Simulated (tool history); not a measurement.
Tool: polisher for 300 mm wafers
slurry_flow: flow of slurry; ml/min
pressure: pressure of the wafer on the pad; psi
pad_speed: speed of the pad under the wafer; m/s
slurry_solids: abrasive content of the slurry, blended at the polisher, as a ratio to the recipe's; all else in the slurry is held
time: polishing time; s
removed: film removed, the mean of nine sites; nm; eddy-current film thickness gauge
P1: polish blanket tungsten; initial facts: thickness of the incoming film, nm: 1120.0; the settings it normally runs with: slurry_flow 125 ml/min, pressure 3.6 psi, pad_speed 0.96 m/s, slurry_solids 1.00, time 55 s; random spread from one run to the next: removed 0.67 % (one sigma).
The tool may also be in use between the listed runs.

run     day  slurry_flow  pressure  pad_speed  slurry_solids  time  wafers polished on this pad  hours since the slurry nozzle was cleaned  hours since the head pressure was calibrated  hours since the slurry blender was calibrated  hours since the slurry got fresh peroxide  removed
  1   0.475          125       3.6       0.96           1.00    55                         1055                                      573.2                                         276.9                                          278.2                                       74.8   284.49
  2   0.950          125       3.6       0.96           1.00    25                         1140                                      584.6                                         288.3                                          289.6                                       86.2   128.83
  3   1.612          125       1.7       0.96           1.00    55                         1257                                      600.5                                         304.2                                          305.5                                      102.1   132.48
  4   1.988          125       3.6       1.46           1.00    55                         1324                                      609.5                                         313.2                                          314.5                                      111.1   423.09
      2.392  -- slurry tank refilled with fresh slurry and peroxide
  5   2.408          125       5.7       0.96           1.00    55                         1399                                      619.6                                         323.3                                          324.6                                        0.5   448.49
  6   2.858          125       3.6       0.96           1.00    55                         1479                                      630.4                                         334.1                                          335.4                                       11.3   283.95
  7   3.238          125       3.6       0.96           1.00    55                         1546                                      639.5                                         343.2                                          344.5                                       20.4   281.14
  8   3.850          125       3.6       0.96           1.00    55                         1655                                      654.2                                         357.9                                          359.2                                       35.1   286.01
  9   4.525           85       3.6       1.34           1.00    55                         1775                                      670.4                                         374.1                                          375.4                                       51.3   361.88
 10   5.233          180       3.6       0.96           1.00    55                         1901                                      687.4                                         391.1                                          392.4                                       68.3   301.58
 11   5.904          125       3.6       0.96           1.00    55                         2020                                      703.5                                         407.2                                          408.5                                       84.4   278.59
 12   6.650          125       3.6       0.54           1.00    55                         2152                                      721.4                                         425.1                                          426.4                                      102.3   158.90
 13   7.217          125       3.6       0.96           0.55    55                         2253                                      735.0                                         438.7                                          440.0                                      115.9   248.01
 14   7.912          125       3.6       0.96           1.00    76                         2377                                      751.7                                         455.4                                          456.7                                      132.6   390.90
 15   8.342          125       3.6       0.96           1.25    55                         2453                                      762.0                                         465.7                                          467.0                                      142.9   293.85
 16   8.938           75       3.6       0.96           1.00    55                         2559                                      776.3                                         480.0                                          481.3                                      157.2   246.65
 17   9.338          125       3.6       0.96           1.00    55                         2630                                      785.9                                         489.6                                          490.9                                      166.8   283.21
 18  10.029          125       3.6       0.96           1.00    55                         2753                                      802.5                                         506.2                                          507.5                                      183.4   281.59
 19  10.433          125       3.6       0.96           1.00    55                         2824                                      812.2                                         515.9                                          517.2                                      193.1   281.33
 20  11.125          125       3.6       0.96           1.00    55                         2947                                      828.8                                         532.5                                          533.8                                      209.7   274.43
 21  11.779          125       3.6       0.96           1.00    55                         3063                                      844.5                                         548.2                                          549.5                                      225.4   267.75
 22  12.525          125       3.6       0.96           1.00    55                         3196                                      862.4                                         566.1                                          567.4                                      243.3   264.11
 23  12.858          125       3.6       0.96           1.00    55                         3255                                      870.4                                         574.1                                          575.4                                      251.3   263.99
     13.342  -- worn pad replaced by a new one
 24  13.442          125       3.6       0.96           1.00    55                           18                                      884.4                                         588.1                                          589.4                                      265.3   262.96
 25  13.833          125       3.6       0.96           1.00    55                           87                                      893.8                                         597.5                                          598.8                                      274.7   260.13
     13.946  -- head pressure recalibrated
 26  14.329          125       3.6       0.96           1.00    55                          176                                      905.7                                           9.3                                          610.7                                      286.6   260.28
     14.429  -- slurry tank refilled with fresh slurry and peroxide
 27  14.946          125       3.6       0.96           1.00    55                          285                                      920.5                                          24.1                                          625.5                                       12.5   258.99
 28  15.350          125       3.6       0.96           1.00    55                          357                                      930.2                                          33.8                                          635.2                                       22.2   259.92
 29  15.929          125       3.6       0.96           1.00    55                          460                                      944.1                                          47.7                                          649.1                                       36.1   256.67

Something has made what P1 gives creep away from where it was; the 2 causes below, each at its own stated size, fit the log equally well:
A: abrasive missing from the slurry, % = 31.8
B: slurry flow missing at the pad, % = 30.7
Onset of the creep was near day 10.029.
Every other cause this tool's parts could produce, and why it does not fit the log:
removal rate lost through wear of the pad, %: maintenance at day 13.342, after the shift began, did not return the process to its former output
head's pressure below its setpoint, %: maintenance at day 13.946, after the shift began, did not return the process to its former output
peroxide lost from the slurry, %: maintenance at day 14.429, after the shift began, did not return the process to its former output

Of the 4 check runs listed below, each run on one wafer and each result written as a question mark, which would let you distinguish the listed causes because they would give clearly different results?
check 1  16.508          125       5.2       0.96           1.00    55                                                                                                                                                                                                                        ?
check 2  16.508          125       1.7       1.38           1.00    55                                                                                                                                                                                                                        ?
check 3  16.508          160       3.6       0.96           0.60    55                                                                                                                                                                                                                        ?
check 4  16.508           75       3.6       0.96           1.00    55                                                                                                                                                                                                                        ?

How each check would come out, cause by cause:
  check   result    if A    if B
check 1  removed  373.95  374.03
check 2  removed  175.74  175.77
check 3  removed  241.89  245.08
check 4  removed  226.88  216.24
Minimum pairwise separation of causes per check, each pair taken at its best-separating result: check 1 0.02 %; check 2 0.02 %; check 3 1.31 %; check 4 4.8 %
Check 4 is the one run that separates the causes; every other check would come out nearly the same whichever cause is at work.

Then check 4 was run and gave: removed 216.49 nm. Which cause is it?

The cause is B: slurry flow missing at the pad, %.
